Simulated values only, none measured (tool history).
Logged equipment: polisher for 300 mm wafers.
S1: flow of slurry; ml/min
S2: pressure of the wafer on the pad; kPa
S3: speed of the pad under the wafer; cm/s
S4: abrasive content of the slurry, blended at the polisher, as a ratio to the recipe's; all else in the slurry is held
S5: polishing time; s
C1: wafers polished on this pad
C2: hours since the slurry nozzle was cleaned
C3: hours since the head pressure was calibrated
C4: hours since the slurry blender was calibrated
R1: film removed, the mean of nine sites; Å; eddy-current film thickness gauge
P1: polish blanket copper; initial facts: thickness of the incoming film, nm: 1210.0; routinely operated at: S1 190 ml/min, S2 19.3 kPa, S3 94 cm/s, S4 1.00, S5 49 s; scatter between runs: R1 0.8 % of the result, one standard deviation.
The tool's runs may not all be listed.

run 1 hour=10.4 | S1=190 S2=19.3 S3=94 S4=1.00 S5=49 | C1=441 C2=562.8 C3=933.7 C4=83.9 | R1=1224.80
run 2 hour=28.5 | S1=190 S2=19.3 S3=94 S4=1.00 S5=49 | C1=669 C2=580.9 C3=951.8 C4=102.0 | R1=1212.00
run 3 hour=39.5 | S1=190 S2=19.3 S3=94 S4=1.45 S5=49 | C1=807 C2=591.9 C3=962.8 C4=113.0 | R1=1338.40
run 4 hour=49.1 | S1=190 S2=28.3 S3=94 S4=1.00 S5=49 | C1=927 C2=601.5 C3=972.4 C4=122.6 | R1=1793.00
run 5 hour=59.8 | S1=190 S2=19.3 S3=94 S4=1.00 S5=49 | C1=1062 C2=612.2 C3=983.1 C4=133.3 | R1=1215.60
run 6 hour=72.2 | S1=190 S2=19.3 S3=44 S4=1.00 S5=49 | C1=1217 C2=624.6 C3=995.5 C4=145.7 | R1=576.21
run 7 hour=88.0 | S1=190 S2=19.3 S3=94 S4=1.00 S5=49 | C1=1416 C2=640.4 C3=1011.3 C4=161.5 | R1=1235.70
run 8 hour=103.9 | S1=285 S2=19.3 S3=94 S4=1.00 S5=49 | C1=1615 C2=656.3 C3=1027.2 C4=177.4 | R1=1269.20
run 9 hour=120.6 | S1=190 S2=19.3 S3=138 S4=1.00 S5=49 | C1=1825 C2=673.0 C3=1043.9 C4=194.1 | R1=1780.50
run 10 hour=136.7 | S1=190 S2=26.9 S3=58 S4=1.00 S5=49 | C1=2027 C2=689.1 C3=1060.0 C4=210.2 | R1=1047.60
run 11 hour=148.2 | S1=190 S2=19.3 S3=94 S4=0.70 S5=49 | C1=2172 C2=700.6 C3=1071.5 C4=221.7 | R1=1136.60
run 12 hour=166.5 | S1=190 S2=19.3 S3=94 S4=1.00 S5=49 | C1=2401 C2=718.9 C3=1089.8 C4=240.0 | R1=1218.40
run 13 hour=181.2 | S1=115 S2=19.3 S3=94 S4=1.00 S5=49 | C1=2586 C2=733.6 C3=1104.5 C4=254.7 | R1=1134.80
run 14 hour=199.8 | S1=190 S2=9.0 S3=94 S4=1.00 S5=49 | C1=2819 C2=752.2 C3=1123.1 C4=273.3 | R1=571.92
run 15 hour=217.8 | S1=190 S2=19.3 S3=94 S4=1.00 S5=30 | C1=3045 C2=770.2 C3=1141.1 C4=291.3 | R1=756.98
run 16 hour=234.6 | S1=190 S2=19.3 S3=94 S4=1.00 S5=65 | C1=3256 C2=787.0 C3=1157.9 C4=308.1 | R1=1615.50
run 17 hour=251.6 | S1=190 S2=19.3 S3=94 S4=1.00 S5=49 | C1=3470 C2=804.0 C3=1174.9 C4=325.1 | R1=1213.90
run 18 hour=261.8 | S1=190 S2=19.3 S3=94 S4=1.00 S5=49 | C1=3598 C2=814.2 C3=1185.1 C4=335.3 | R1=1204.60
run 19 hour=275.5 | S1=190 S2=19.3 S3=94 S4=1.00 S5=49 | C1=3770 C2=827.9 C3=1198.8 C4=349.0 | R1=1227.00
run 20 hour=293.0 | S1=190 S2=19.3 S3=94 S4=1.00 S5=49 | C1=3990 C2=845.4 C3=1216.3 C4=366.5 | R1=1182.70
run 21 hour=306.2 | S1=190 S2=19.3 S3=94 S4=1.00 S5=49 | C1=4155 C2=858.6 C3=1229.5 C4=379.7 | R1=1170.50
run 22 hour=321.2 | S1=190 S2=19.3 S3=94 S4=1.00 S5=49 | C1=4344 C2=873.6 C3=1244.5 C4=394.7 | R1=1129.60
run 23 hour=333.5 | S1=190 S2=19.3 S3=94 S4=1.00 S5=49 | C1=4498 C2=885.9 C3=1256.8 C4=407.0 | R1=1135.00
run 24 hour=345.5 | S1=190 S2=19.3 S3=94 S4=1.00 S5=49 | C1=4649 C2=897.9 C3=1268.8 C4=419.0 | R1=1111.20
run 25 hour=356.5 | S1=190 S2=19.3 S3=94 S4=1.00 S5=49 | C1=4787 C2=908.9 C3=1279.8 C4=430.0 | R1=1118.60
-- hour=360.2 head pressure recalibrated
run 26 hour=372.6 | S1=190 S2=19.3 S3=94 S4=1.00 S5=49 | C1=4989 C2=925.0 C3=12.4 C4=446.1 | R1=1114.00
run 27 hour=388.2 | S1=190 S2=19.3 S3=94 S4=1.00 S5=49 | C1=5185 C2=940.6 C3=28.0 C4=461.7 | R1=1125.90
-- hour=389.7 slurry blender recalibrated
run 28 hour=405.5 | S1=190 S2=19.3 S3=94 S4=1.00 S5=49 | C1=5402 C2=957.9 C3=45.3 C4=15.9 | R1=1115.20
run 29 hour=418.6 | S1=190 S2=19.3 S3=94 S4=1.00 S5=49 | C1=5567 C2=971.0 C3=58.4 C4=29.0 | R1=1130.70
run 30 hour=431.4 | S1=190 S2=19.3 S3=94 S4=1.00 S5=49 | C1=5727 C2=983.8 C3=71.2 C4=41.8 | R1=1100.60

The output of P1 has drifted from where it used to be. Each of the 2 causes below, taken at the size shown beside it, accounts for the log equally well:
A: slurry flow missing at the pad, % = 39.3
B: removal rate lost through wear of the pad, % = 8.43
The onset of the drift is placed at about hour 275.5.
What rules out each remaining cause:
head's pressure below its setpoint, %: maintenance at hour 360.2, after the shift began, did not return the process to its former output
abrasive missing from the slurry, %: maintenance at hour 389.7, after the shift began, did not return the process to its former output

The 4 check runs listed below each average the results of 3 wafers, and their outcomes are marked with question marks. Under which run would the listed causes produce clearly different results?
run check 1 hour=444.2 | S1=190 S2=19.3 S3=94 S4=1.00 S5=61 | R1=?
run check 2 hour=444.2 | S1=130 S2=19.3 S3=94 S4=1.00 S5=49 | R1=?
run check 3 hour=444.2 | S1=190 S2=19.3 S3=74 S4=1.00 S5=34 | R1=?
run check 4 hour=444.2 | S1=190 S2=26.9 S3=94 S4=1.00 S5=49 | R1=?

Outcome of each check run for each possible cause:
check=check_1 result=R1 if_A=1386.30 if_B=1386.40
check=check_2 result=R1 if_A=1008.50 if_B=1045.40
check=check_3 result=R1 if_A=608.27 if_B=608.31
check=check_4 result=R1 if_A=1551.00 if_B=1551.10
Per-check spread between the two closest causes, in the result where they differ most: check 1 0.01 %; check 2 3.6 %; check 3 0.01 %; check 4 0.01 %
Of the check runs offered, only check 2 discriminates between the causes; the rest would read about the same regardless of which cause applies.

After running check 2, the following was obtained: R1 1044.50 Å. Which cause does this point to?

B is the cause: removal rate lost through wear of the pad, %.

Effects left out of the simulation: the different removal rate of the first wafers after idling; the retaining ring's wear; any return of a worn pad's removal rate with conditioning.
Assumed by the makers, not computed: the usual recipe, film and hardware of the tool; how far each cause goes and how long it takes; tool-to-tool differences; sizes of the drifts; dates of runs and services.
